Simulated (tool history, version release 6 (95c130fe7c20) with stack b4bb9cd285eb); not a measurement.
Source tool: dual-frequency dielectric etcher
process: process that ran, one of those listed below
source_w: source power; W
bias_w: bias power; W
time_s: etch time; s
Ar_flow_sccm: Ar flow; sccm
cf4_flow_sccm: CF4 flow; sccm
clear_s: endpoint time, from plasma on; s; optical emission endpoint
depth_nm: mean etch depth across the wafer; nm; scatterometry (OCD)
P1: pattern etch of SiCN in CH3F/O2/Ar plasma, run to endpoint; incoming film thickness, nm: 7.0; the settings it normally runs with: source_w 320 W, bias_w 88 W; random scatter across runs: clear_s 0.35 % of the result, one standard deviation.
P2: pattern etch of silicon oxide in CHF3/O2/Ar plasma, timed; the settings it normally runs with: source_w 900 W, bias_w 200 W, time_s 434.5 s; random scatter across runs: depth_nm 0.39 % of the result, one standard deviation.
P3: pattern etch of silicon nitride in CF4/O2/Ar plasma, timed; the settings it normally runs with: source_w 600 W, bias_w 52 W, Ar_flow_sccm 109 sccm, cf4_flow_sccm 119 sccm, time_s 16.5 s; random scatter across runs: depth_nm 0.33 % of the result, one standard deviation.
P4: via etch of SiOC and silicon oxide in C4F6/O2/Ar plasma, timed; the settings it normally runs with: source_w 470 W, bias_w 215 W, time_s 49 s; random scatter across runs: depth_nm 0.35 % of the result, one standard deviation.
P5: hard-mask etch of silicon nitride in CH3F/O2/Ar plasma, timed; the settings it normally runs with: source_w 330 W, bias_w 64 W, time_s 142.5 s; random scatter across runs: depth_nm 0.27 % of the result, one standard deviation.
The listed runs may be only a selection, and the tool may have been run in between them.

| run | hour | process | source_w | bias_w | time_s | Ar_flow_sccm | cf4_flow_sccm | clear_s | depth_nm |
|---|---|---|---|---|---|---|---|---|---|
| 1 | 7.8 | P1 | 320 | 88 |  |  |  | 19.089 |  |
| 2 | 16.5 | P4 | 470 | 278 | 49 |  |  |  | 67.092 |
| 3 | 28.4 | P2 | 1180 | 200 | 434.5 |  |  |  | 1176 |
| 4 | 42 | P5 | 330 | 37 | 142.5 |  |  |  | 73.68 |
| 5 | 50.4 | P3 | 600 | 33 | 16.5 | 109 | 119 |  | 32.153 |
| 6 | 61.2 | P4 | 660 | 215 | 49 |  |  |  | 69.79 |
| 7 | 72.9 | P3 | 600 | 52 | 16.5 | 109 | 119 |  | 37.819 |
| 8 | 85.2 | P5 | 330 | 64 | 177 |  |  |  | 108.39 |
| 9 | 97.5 | P1 | 190 | 88 |  |  |  | 23.231 |  |
| 10 | 105.6 | P1 | 320 | 88 |  |  |  | 19.078 |  |
| 11 | 119.1 | P3 | 480 | 52 | 16.5 | 109 | 119 |  | 30.969 |
| 12 | 131.1 | P3 | 600 | 52 | 16.5 | 72 | 119 |  | 39.432 |
| 13 | 142.5 | P5 | 460 | 64 | 142.5 |  |  |  | 99.417 |
| 14 | 148.6 | P4 | 470 | 215 | 32 |  |  |  | 39.989 |
| 15 | 159.4 | P2 | 900 | 200 | 636 |  |  |  | 1546.9 |
| 16 | 170.8 | P1 | 410 | 115 |  |  |  | 15.835 |  |
| 17 | 184.5 | P4 | 470 | 215 | 49 |  |  |  | 61.004 |
| 18 | 193.8 | P5 | 330 | 64 | 142.5 |  |  |  | 87.261 |
| 19 | 200.7 | P2 | 900 | 200 | 434.5 |  |  |  | 1053.1 |
| 20 | 212.1 | P1 | 320 | 88 |  |  |  | 19.182 |  |
| 21 | 220.2 | P1 | 320 | 88 |  |  |  | 19.149 |  |
| 22 | 232.2 | P1 | 320 | 88 |  |  |  | 19.165 |  |
|  | 234 | wet clean of the chamber |
| 23 | 242.9 | P1 | 390 | 88 |  |  |  | 17.701 |  |
| 24 | 252.7 | P2 | 900 | 131 | 434.5 |  |  |  | 919.73 |
| 25 | 265.7 | P1 | 320 | 70 |  |  |  | 20.765 |  |
| 26 | 272.5 | P1 | 320 | 88 |  |  |  | 19.107 |  |
| 27 | 282.1 | P4 | 470 | 215 | 49 |  |  |  | 60.684 |
| 28 | 289.4 | P3 | 600 | 52 | 16.5 | 109 | 143 |  | 38.616 |
| 29 | 297.8 | P3 | 600 | 52 | 22.5 | 109 | 119 |  | 51.382 |
| 30 | 311.4 | P1 | 320 | 112 |  |  |  | 17.456 |  |
| 31 | 324.1 | P1 | 320 | 88 |  |  |  | 19.034 |  |
| 32 | 337.7 | P5 | 330 | 64 | 142.5 |  |  |  | 87.347 |
| 33 | 347.5 | P1 | 320 | 88 |  |  |  | 19.108 |  |
| 34 | 360.4 | P1 | 320 | 88 |  |  |  | 18.978 |  |
| 35 | 374.1 | P1 | 320 | 88 |  |  |  | 18.844 |  |
| 36 | 382.3 | P1 | 320 | 88 |  |  |  | 18.851 |  |
| 37 | 388.7 | P1 | 320 | 88 |  |  |  | 18.868 |  |
|  | 399.5 | wet clean of the chamber |
| 38 | 402.2 | P1 | 320 | 88 |  |  |  | 18.899 |  |
| 39 | 410.8 | P1 | 320 | 88 |  |  |  | 18.896 |  |
| 40 | 419.2 | P1 | 320 | 88 |  |  |  | 18.814 |  |
| 41 | 429.5 | P1 | 320 | 88 |  |  |  | 18.821 |  |

P1 no longer gives what it gave before; its output has crept away from where it was. The following 2 causes, each at its listed size, fit the log equally well:
A: bias power that arrives over what is set, % = 4.71
B: source power that arrives over what is set, % = 4.78
The onset of the drift is placed at about hour 347.5.
All other causes, with the reason each is excluded:
chamber walls in a state that raises the etch rate, %: serviced at hour 399.5, after the change had begun; the process did not return to its earlier output

Below are 4 check runs, each on a single wafer, with their results shown as question marks. Which of them would tell the listed causes apart, meaning the causes would give clearly different results under it?
| check 1 | 439.8 | P3 | 600 | 34 | 19.5 | 109 | 119 |  | ? |
| check 2 | 439.8 | P5 | 330 | 48 | 142.5 |  |  |  | ? |
| check 3 | 439.8 | P2 | 900 | 142 | 631 |  |  |  | ? |
| check 4 | 439.8 | P4 | 550 | 260 | 49 |  |  |  | ? |

If the cause were each of the candidates in turn, the checks would give the following:
| check | result | if A | if B |
|---|---|---|---|
| check 1 | depth_nm | 39.058 | 40.085 |
| check 2 | depth_nm | 80.777 | 81.062 |
| check 3 | depth_nm | 1398 | 1403.6 |
| check 4 | depth_nm | 70.406 | 70.559 |
Smallest distance between any two causes, each pair judged by its most separating result, in per cent: check 1 2.6 %; check 2 0.35 %; check 3 0.4 %; check 4 0.22 %
Of the check runs offered, only check 1 discriminates between the causes; the rest would read about the same regardless of which cause applies.

Check 1 has now been run. It gave: depth_nm 40.169 nm. Which of the candidate causes is it?

B is the cause: source power that arrives over what is set, %.
